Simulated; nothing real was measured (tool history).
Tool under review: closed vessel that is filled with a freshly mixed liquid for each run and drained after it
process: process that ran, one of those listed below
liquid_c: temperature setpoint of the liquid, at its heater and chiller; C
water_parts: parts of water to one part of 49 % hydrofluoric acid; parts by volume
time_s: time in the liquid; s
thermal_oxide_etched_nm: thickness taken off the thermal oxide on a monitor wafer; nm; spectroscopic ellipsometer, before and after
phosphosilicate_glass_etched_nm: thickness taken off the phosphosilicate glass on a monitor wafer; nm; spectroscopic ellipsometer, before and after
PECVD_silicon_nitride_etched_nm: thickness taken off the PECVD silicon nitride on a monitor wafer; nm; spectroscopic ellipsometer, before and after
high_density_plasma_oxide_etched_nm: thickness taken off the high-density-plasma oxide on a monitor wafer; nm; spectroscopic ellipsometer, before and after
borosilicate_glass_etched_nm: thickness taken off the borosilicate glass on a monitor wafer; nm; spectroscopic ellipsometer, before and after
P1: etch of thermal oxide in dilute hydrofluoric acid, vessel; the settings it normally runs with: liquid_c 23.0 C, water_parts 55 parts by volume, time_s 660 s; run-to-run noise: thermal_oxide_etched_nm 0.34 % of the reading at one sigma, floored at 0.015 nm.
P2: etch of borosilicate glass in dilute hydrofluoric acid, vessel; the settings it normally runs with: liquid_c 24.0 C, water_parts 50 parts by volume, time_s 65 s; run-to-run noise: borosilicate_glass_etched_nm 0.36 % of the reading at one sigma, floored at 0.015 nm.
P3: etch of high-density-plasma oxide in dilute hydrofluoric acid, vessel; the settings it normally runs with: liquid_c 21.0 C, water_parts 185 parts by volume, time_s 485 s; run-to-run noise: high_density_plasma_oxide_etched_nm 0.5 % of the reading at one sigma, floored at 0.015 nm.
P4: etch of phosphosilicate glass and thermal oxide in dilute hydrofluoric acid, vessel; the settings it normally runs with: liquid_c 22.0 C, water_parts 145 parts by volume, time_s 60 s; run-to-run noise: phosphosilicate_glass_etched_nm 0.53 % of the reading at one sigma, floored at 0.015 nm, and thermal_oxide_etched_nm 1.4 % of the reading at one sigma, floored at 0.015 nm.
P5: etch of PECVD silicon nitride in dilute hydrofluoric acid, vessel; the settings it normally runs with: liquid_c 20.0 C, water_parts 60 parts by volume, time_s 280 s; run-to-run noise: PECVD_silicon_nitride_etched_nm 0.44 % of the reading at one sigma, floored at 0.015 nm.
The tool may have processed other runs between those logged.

run,hour,process,liquid_c,water_parts,time_s,hours since the thermometer was replaced,hours since the hydrofluoric acid flow meter was replaced,thermal_oxide_etched_nm,phosphosilicate_glass_etched_nm,PECVD_silicon_nitride_etched_nm,high_density_plasma_oxide_etched_nm,borosilicate_glass_etched_nm
1,9.6,P1,23.0,55,660,1573.2,1512.5,56.50100,,,,
2,27.5,P1,23.0,55,660,1591.1,1530.4,56.48200,,,,
3,39.6,P4,22.0,145,30,1603.2,1542.5,0.79648,31.840,,,
4,57.9,P5,20.0,60,280,1621.5,1560.8,,,7.6405,,
5,74.4,P1,23.0,20,40,1638.0,1577.3,9.87700,,,,
6,85.1,P1,23.0,55,660,1648.7,1588.0,56.35300,,,,
7,99.1,P3,21.0,185,485,1662.7,1602.0,,,,18.5760,
8,108.7,P1,23.0,55,320,1672.3,1611.6,27.29200,,,,
9,124.7,P1,23.0,30,660,1688.3,1627.6,107.32000,,,,
10,137.2,P2,24.0,20,65,1700.8,1640.1,,,,,111.360
11,149.5,P1,19.5,55,660,1713.1,1652.4,48.92300,,,,
12,168.0,P2,24.0,50,65,1731.6,1670.9,,,,,42.528
13,181.9,P2,24.0,50,65,1745.5,1684.8,,,,,42.726
14,190.9,P4,22.0,145,60,1754.5,1693.8,1.61940,64.592,,,
15,202.4,P3,21.0,250,485,1766.0,1705.3,,,,12.8350,
16,211.1,P1,23.0,55,1015,1774.7,1714.0,87.15300,,,,
17,219.5,P1,30.0,80,660,1783.1,1722.4,49.71200,,,,
18,237.2,P4,22.0,215,60,1800.8,1740.1,0.99427,40.561,,,
19,250.9,P1,23.0,55,660,1814.5,1753.8,56.62200,,,,
20,267.6,P3,26.0,185,485,1831.2,1770.5,,,,22.3640,
21,282.1,P1,23.0,55,660,1845.7,1785.0,56.69600,,,,
22,298.9,P5,20.0,60,450,1862.5,1801.8,,,12.3250,,
23,308.4,P3,21.0,185,485,1872.0,1811.3,,,,18.5000,
24,324.8,P5,20.0,25,280,1888.4,1827.7,,,17.7880,,
25,339.8,P5,20.0,60,280,1903.4,1842.7,,,7.6322,,
26,348.8,P2,24.0,50,115,1912.4,1851.7,,,,,75.184
27,364.9,P4,28.5,145,60,1928.5,1867.8,2.07110,82.789,,,
28,382.2,P3,21.0,185,30,1945.8,1885.1,,,,1.1432,
29,397.7,P4,22.0,145,60,1961.3,1900.6,1.64470,64.674,,,
30,406.0,P1,29.0,55,660,1969.6,1908.9,71.85800,,,,
31,415.0,P1,23.0,55,660,1978.6,1917.9,56.84900,,,,
32,427.8,P2,30.0,50,65,1991.4,1930.7,,,,,54.029
33,439.1,P1,17.0,55,335,2002.7,1942.0,22.35500,,,,
34,456.7,P1,23.0,95,660,2020.3,1959.6,31.04600,,,,
35,475.5,P5,25.0,60,280,2039.1,1978.4,,,10.6700,,
36,487.5,P1,23.0,55,660,2051.1,1990.4,56.78400,,,,
37,500.7,P1,23.0,55,660,2064.3,2003.6,56.64500,,,,
38,513.3,P1,23.0,55,660,2076.9,2016.2,57.69500,,,,
39,531.2,P1,23.0,55,660,2094.8,2034.1,58.41700,,,,
40,539.8,P1,23.0,55,660,2103.4,2042.7,59.20000,,,,
41,554.6,P1,23.0,55,660,2118.2,2057.5,59.88300,,,,
42,568.2,P1,23.0,55,660,2131.8,2071.1,60.02300,,,,
43,581.0,P1,23.0,55,660,2144.6,2083.9,59.68400,,,,
44,593.7,P1,23.0,55,660,2157.3,2096.6,60.06200,,,,
45,609.5,P1,23.0,55,660,2173.1,2112.4,60.36500,,,,

Compared with where it was, what P1 gives has crept away. Each cause listed below fits the log as well as the rest, at the size given for it:
A: liquid hotter than its thermometer reads (K) = 1.44
B: hydrofluoric acid flow above the setpoint (%) = 5.7
The onset of the drift is placed at about hour 500.7.

Which of the 4 check runs listed below separates the causes, so that each cause would produce a clearly different result? Each run uses one wafer, and its results are marked with question marks.
check 1,625.3,P2,24.0,50,65,,,,,,,?
check 2,625.3,P4,22.0,145,60,,,?,?,,,
check 3,625.3,P3,21.0,185,485,,,,,,?,
check 4,625.3,P5,20.0,60,280,,,,,?,,

Check results expected under each cause:
check,result,if A,if B
check 1,borosilicate_glass_etched_nm,45.223,45.231
check 2,thermal_oxide_etched_nm,1.71670,1.73070
check 2,phosphosilicate_glass_etched_nm,68.079,68.634
check 3,high_density_plasma_oxide_etched_nm,19.5530,19.7620
check 4,PECVD_silicon_nitride_etched_nm,8.4281,8.0572
Smallest distance between any two causes, each pair judged by its most separating result, in per cent: check 1 0.02 %; check 2 0.81 %; check 3 1.06 %; check 4 4.5 %
Check 4 tells the causes apart: in the others they would give nearly the same result.

Here is what check 4 returned: PECVD_silicon_nitride_etched_nm 8.3706 nm. Which cause is it?

A is the cause: liquid hotter than its thermometer reads (K).
